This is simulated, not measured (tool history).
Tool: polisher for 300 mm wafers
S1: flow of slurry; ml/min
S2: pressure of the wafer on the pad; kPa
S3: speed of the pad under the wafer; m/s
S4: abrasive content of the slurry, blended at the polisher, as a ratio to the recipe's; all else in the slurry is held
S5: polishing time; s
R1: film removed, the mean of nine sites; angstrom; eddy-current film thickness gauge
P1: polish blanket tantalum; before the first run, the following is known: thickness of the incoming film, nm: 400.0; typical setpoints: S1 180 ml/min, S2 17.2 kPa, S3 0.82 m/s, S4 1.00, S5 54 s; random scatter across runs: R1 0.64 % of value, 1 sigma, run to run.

run 1 hour=6.8 | S1=180 S2=17.2 S3=0.82 S4=1.00 S5=54 | R1=841.00
run 2 hour=16.1 | S1=180 S2=17.2 S3=0.82 S4=1.00 S5=83 | R1=1278.80
run 3 hour=20.6 | S1=180 S2=17.2 S3=0.82 S4=1.35 S5=54 | R1=908.15
run 4 hour=28.7 | S1=180 S2=17.2 S3=0.82 S4=1.00 S5=54 | R1=831.22
run 5 hour=37.6 | S1=180 S2=17.2 S3=0.36 S4=1.00 S5=54 | R1=363.45
run 6 hour=43.4 | S1=265 S2=17.2 S3=0.82 S4=1.00 S5=54 | R1=865.47
run 7 hour=50.8 | S1=180 S2=17.2 S3=1.24 S4=1.00 S5=54 | R1=1260.70
run 8 hour=57.0 | S1=115 S2=17.2 S3=0.82 S4=1.00 S5=54 | R1=765.45
run 9 hour=64.4 | S1=180 S2=17.2 S3=0.82 S4=1.00 S5=27 | R1=413.03
run 10 hour=70.4 | S1=180 S2=17.2 S3=0.82 S4=0.55 S5=54 | R1=671.77
run 11 hour=79.1 | S1=180 S2=26.2 S3=0.82 S4=1.00 S5=29 | R1=677.58
run 12 hour=87.5 | S1=180 S2=17.2 S3=0.82 S4=1.00 S5=54 | R1=845.34
run 13 hour=94.6 | S1=180 S2=8.3 S3=0.82 S4=1.00 S5=54 | R1=399.93
run 14 hour=100.7 | S1=180 S2=17.2 S3=0.82 S4=1.00 S5=54 | R1=840.91
run 15 hour=106.7 | S1=180 S2=12.4 S3=0.82 S4=1.00 S5=40 | R1=443.49
run 16 hour=114.1 | S1=180 S2=27.6 S3=0.82 S4=1.00 S5=54 | R1=1332.40
run 17 hour=122.6 | S1=180 S2=17.2 S3=0.82 S4=1.00 S5=54 | R1=827.01
run 18 hour=130.3 | S1=180 S2=17.2 S3=0.82 S4=1.00 S5=54 | R1=814.34
run 19 hour=138.2 | S1=180 S2=17.2 S3=0.82 S4=1.00 S5=54 | R1=789.92
run 20 hour=147.8 | S1=180 S2=17.2 S3=0.82 S4=1.00 S5=54 | R1=786.53
-- hour=151.0 slurry nozzle cleaned
-- hour=156.4 worn pad replaced by a new one
run 21 hour=157.1 | S1=180 S2=17.2 S3=0.82 S4=1.00 S5=54 | R1=778.55
run 22 hour=166.3 | S1=180 S2=17.2 S3=0.82 S4=1.00 S5=54 | R1=770.89
run 23 hour=176.3 | S1=180 S2=17.2 S3=0.82 S4=1.00 S5=54 | R1=780.54
run 24 hour=185.4 | S1=180 S2=17.2 S3=0.82 S4=1.00 S5=54 | R1=779.79

Compared with where it was, what P1 gives has crept away. Each cause listed below fits the log as well as the rest, at the size given for it:
A: abrasive missing from the slurry, % = 20.3
B: head's pressure below its setpoint, % = 6.8
At approximately hour 122.6, the process output began to creep.
Each remaining cause and why it is not a fit:
removal rate lost through wear of the pad, %: serviced at hour 156.4, after the drift had started, without restoring the earlier output
slurry flow missing at the pad, %: serviced at hour 151.0, after the drift had started, without restoring the earlier output

Below are 4 check runs, each averaged over 3 wafers, with their results shown as question marks. Which of them would give clearly different results depending on which cause is behind the drift?
run check 1 hour=194.5 | S1=180 S2=26.9 S3=0.82 S4=1.00 S5=80 | R1=?
run check 2 hour=194.5 | S1=240 S2=17.2 S3=0.82 S4=0.60 S5=54 | R1=?
run check 3 hour=194.5 | S1=265 S2=17.2 S3=0.42 S4=1.00 S5=54 | R1=?
run check 4 hour=194.5 | S1=180 S2=17.2 S3=0.38 S4=1.00 S5=82 | R1=?

What each check would give under each cause:
check=check_1 result=R1 if_A=1795.90 if_B=1795.60
check=check_2 result=R1 if_A=659.35 if_B=677.12
check=check_3 result=R1 if_A=417.33 if_B=417.25
check=check_4 result=R1 if_A=546.82 if_B=546.73
How far apart the two closest causes lie, in the result that separates them most: check 1 0.02 %; check 2 2.66 %; check 3 0.02 %; check 4 0.02 %
Only in check 2 would the causes give clearly different results; in the remaining checks their results would be nearly the same.

Check 2 was then run and gave: R1 674.00 angstrom. Which cause is it?

It was cause B: head's pressure below its setpoint, %.
